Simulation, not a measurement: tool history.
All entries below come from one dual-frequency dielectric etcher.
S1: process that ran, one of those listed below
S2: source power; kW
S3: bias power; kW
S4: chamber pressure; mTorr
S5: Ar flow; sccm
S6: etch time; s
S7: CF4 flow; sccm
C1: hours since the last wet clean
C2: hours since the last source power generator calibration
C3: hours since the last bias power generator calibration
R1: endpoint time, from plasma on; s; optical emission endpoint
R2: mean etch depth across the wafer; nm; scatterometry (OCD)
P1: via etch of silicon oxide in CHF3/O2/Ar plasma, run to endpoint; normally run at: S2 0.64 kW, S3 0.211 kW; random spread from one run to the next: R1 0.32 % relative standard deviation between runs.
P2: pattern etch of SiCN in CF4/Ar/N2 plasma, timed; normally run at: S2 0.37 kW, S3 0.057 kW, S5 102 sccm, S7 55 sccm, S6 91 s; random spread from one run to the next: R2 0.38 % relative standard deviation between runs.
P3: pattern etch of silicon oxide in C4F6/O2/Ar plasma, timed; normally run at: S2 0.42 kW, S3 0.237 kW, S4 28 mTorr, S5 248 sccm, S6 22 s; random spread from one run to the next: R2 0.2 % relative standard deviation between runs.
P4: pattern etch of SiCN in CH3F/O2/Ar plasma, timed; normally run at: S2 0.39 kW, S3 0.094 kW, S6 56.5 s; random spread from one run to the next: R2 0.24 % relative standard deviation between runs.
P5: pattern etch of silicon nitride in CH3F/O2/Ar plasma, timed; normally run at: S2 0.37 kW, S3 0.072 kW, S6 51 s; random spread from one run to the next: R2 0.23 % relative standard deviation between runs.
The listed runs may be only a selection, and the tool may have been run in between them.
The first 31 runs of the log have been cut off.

run   hour  S1    S2     S3  S4  S5  S6  S7     C1      C2      C3      R1      R2
 32  376.6  P1  0.39  0.211                  720.5  1874.1  1478.7  310.29
 33  384.9  P1  0.64  0.211                  728.8  1882.4    1487  256.35
 34  401.1  P5  0.37  0.072          51        745  1898.6  1503.2          35.267
 35  415.3  P1  0.64  0.211                  759.2  1912.8  1517.4  255.02
 36  423.8  P1  0.64  0.211                  767.7  1921.3  1525.9  255.98
 37  431.2  P1  0.64  0.211                  775.1  1928.7  1533.3  254.13
 38  444.1  P1  0.64  0.211                    788  1941.6  1546.2  252.04
 39    460  P1  0.64  0.211                  803.9  1957.5  1562.1  253.98
     469.4  -- wet clean of the chamber
 40  471.9  P1  0.64  0.211                    2.6  1969.4    1574  252.69

What will run 41 give?
 41  487.6  P1  0.64  0.211                  18.3  1985.1  1589.7   ?

Logged for run 41: R1 251.92 s.

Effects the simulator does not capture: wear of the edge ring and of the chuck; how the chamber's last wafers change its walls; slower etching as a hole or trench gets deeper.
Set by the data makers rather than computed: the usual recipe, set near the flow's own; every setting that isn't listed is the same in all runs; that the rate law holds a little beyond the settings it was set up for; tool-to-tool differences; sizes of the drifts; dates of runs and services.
